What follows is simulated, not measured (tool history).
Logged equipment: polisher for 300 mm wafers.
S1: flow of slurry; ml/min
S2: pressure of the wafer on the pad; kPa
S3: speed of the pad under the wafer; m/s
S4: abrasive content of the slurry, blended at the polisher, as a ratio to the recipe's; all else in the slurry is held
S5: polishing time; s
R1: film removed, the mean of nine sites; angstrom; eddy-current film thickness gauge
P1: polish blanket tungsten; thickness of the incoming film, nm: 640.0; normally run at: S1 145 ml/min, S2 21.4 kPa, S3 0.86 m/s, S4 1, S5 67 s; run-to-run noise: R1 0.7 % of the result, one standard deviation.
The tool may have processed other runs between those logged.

Run 1, hour 5.4: S1 145 ml/min, S2 21.4 kPa, S3 0.86 m/s, S4 1, S5 67 s. Result: R1 1866.3 angstrom.
Run 2, hour 10.6: S1 210 ml/min, S2 21.4 kPa, S3 0.86 m/s, S4 1, S5 67 s. Result: R1 1988.7 angstrom.
Run 3, hour 16.5: S1 145 ml/min, S2 21.4 kPa, S3 0.86 m/s, S4 1, S5 36 s. Result: R1 1010.1 angstrom.
Run 4, hour 26: S1 145 ml/min, S2 21.4 kPa, S3 0.86 m/s, S4 1, S5 67 s. Result: R1 1866.7 angstrom.
Run 5, hour 31.5: S1 145 ml/min, S2 21.4 kPa, S3 0.86 m/s, S4 1, S5 67 s. Result: R1 1862 angstrom.
Run 6, hour 39.9: S1 145 ml/min, S2 21.4 kPa, S3 0.86 m/s, S4 0.5, S5 67 s. Result: R1 1617.5 angstrom.
Run 7, hour 45.7: S1 145 ml/min, S2 21.4 kPa, S3 1.26 m/s, S4 1, S5 99 s. Result: R1 4086 angstrom.
Run 8, hour 50.3: S1 145 ml/min, S2 21.4 kPa, S3 0.86 m/s, S4 1, S5 67 s. Result: R1 1888.6 angstrom.
Run 9, hour 55.1: S1 145 ml/min, S2 21.4 kPa, S3 0.86 m/s, S4 1, S5 100 s. Result: R1 2777.8 angstrom.
Run 10, hour 61.8: S1 145 ml/min, S2 21.4 kPa, S3 0.86 m/s, S4 1, S5 67 s. Result: R1 1873.4 angstrom.
Run 11, hour 68.7: S1 145 ml/min, S2 11 kPa, S3 0.86 m/s, S4 1, S5 67 s. Result: R1 964.26 angstrom.
Run 12, hour 73.6: S1 145 ml/min, S2 21.4 kPa, S3 0.38 m/s, S4 1, S5 67 s. Result: R1 822.63 angstrom.
Run 13, hour 78.4: S1 145 ml/min, S2 33.1 kPa, S3 0.86 m/s, S4 1, S5 67 s. Result: R1 2894.3 angstrom.
Run 14, hour 83.1: S1 145 ml/min, S2 21.4 kPa, S3 1.28 m/s, S4 1, S5 67 s. Result: R1 2782.9 angstrom.
At hour 87.9: head pressure recalibrated.
Run 15, hour 92.5: S1 145 ml/min, S2 21.4 kPa, S3 0.86 m/s, S4 1.3, S5 67 s. Result: R1 2003.9 angstrom.
Run 16, hour 101.4: S1 145 ml/min, S2 21.4 kPa, S3 0.86 m/s, S4 1, S5 67 s. Result: R1 1852.9 angstrom.
Run 17, hour 105.6: S1 145 ml/min, S2 21.4 kPa, S3 1.3 m/s, S4 0.8, S5 67 s. Result: R1 2677.9 angstrom.
Run 18, hour 114: S1 145 ml/min, S2 12.4 kPa, S3 1.22 m/s, S4 1, S5 67 s. Result: R1 1541.2 angstrom.
Run 19, hour 121.3: S1 85 ml/min, S2 21.4 kPa, S3 0.86 m/s, S4 1, S5 67 s. Result: R1 1625.9 angstrom.
Run 20, hour 130.9: S1 145 ml/min, S2 21.4 kPa, S3 0.86 m/s, S4 1, S5 67 s. Result: R1 1869 angstrom.
Run 21, hour 139.7: S1 145 ml/min, S2 21.4 kPa, S3 0.86 m/s, S4 1, S5 67 s. Result: R1 1785.6 angstrom.
Run 22, hour 146.7: S1 145 ml/min, S2 21.4 kPa, S3 0.86 m/s, S4 1, S5 67 s. Result: R1 1761.7 angstrom.
Run 23, hour 154.2: S1 145 ml/min, S2 21.4 kPa, S3 0.86 m/s, S4 1, S5 67 s. Result: R1 1736.2 angstrom.
Run 24, hour 161.2: S1 145 ml/min, S2 21.4 kPa, S3 0.86 m/s, S4 1, S5 67 s. Result: R1 1701.4 angstrom.
At hour 165.3: slurry tank refilled with fresh slurry and peroxide.
Run 25, hour 167.6: S1 145 ml/min, S2 21.4 kPa, S3 0.86 m/s, S4 1, S5 67 s. Result: R1 1705.5 angstrom.
At hour 172.9: head pressure recalibrated.
At hour 175.5: slurry blender recalibrated.
Run 26, hour 176.5: S1 145 ml/min, S2 21.4 kPa, S3 0.86 m/s, S4 1, S5 67 s. Result: R1 1717.9 angstrom.
Run 27, hour 182.5: S1 145 ml/min, S2 21.4 kPa, S3 0.86 m/s, S4 1, S5 67 s. Result: R1 1676.9 angstrom.
Run 28, hour 188: S1 145 ml/min, S2 21.4 kPa, S3 0.86 m/s, S4 1, S5 67 s. Result: R1 1700.4 angstrom.
Run 29, hour 194.9: S1 145 ml/min, S2 21.4 kPa, S3 0.86 m/s, S4 1, S5 67 s. Result: R1 1689.3 angstrom.
Run 30, hour 200: S1 145 ml/min, S2 21.4 kPa, S3 0.86 m/s, S4 1, S5 67 s. Result: R1 1691.7 angstrom.

The next listed run, before its measurement:
Run 31, hour 207.3: S1 145 ml/min, S2 21.4 kPa, S3 0.86 m/s, S4 1, S5 67 s. Result: R1 ?.

{"run 31": {"R1": 1688.1}}

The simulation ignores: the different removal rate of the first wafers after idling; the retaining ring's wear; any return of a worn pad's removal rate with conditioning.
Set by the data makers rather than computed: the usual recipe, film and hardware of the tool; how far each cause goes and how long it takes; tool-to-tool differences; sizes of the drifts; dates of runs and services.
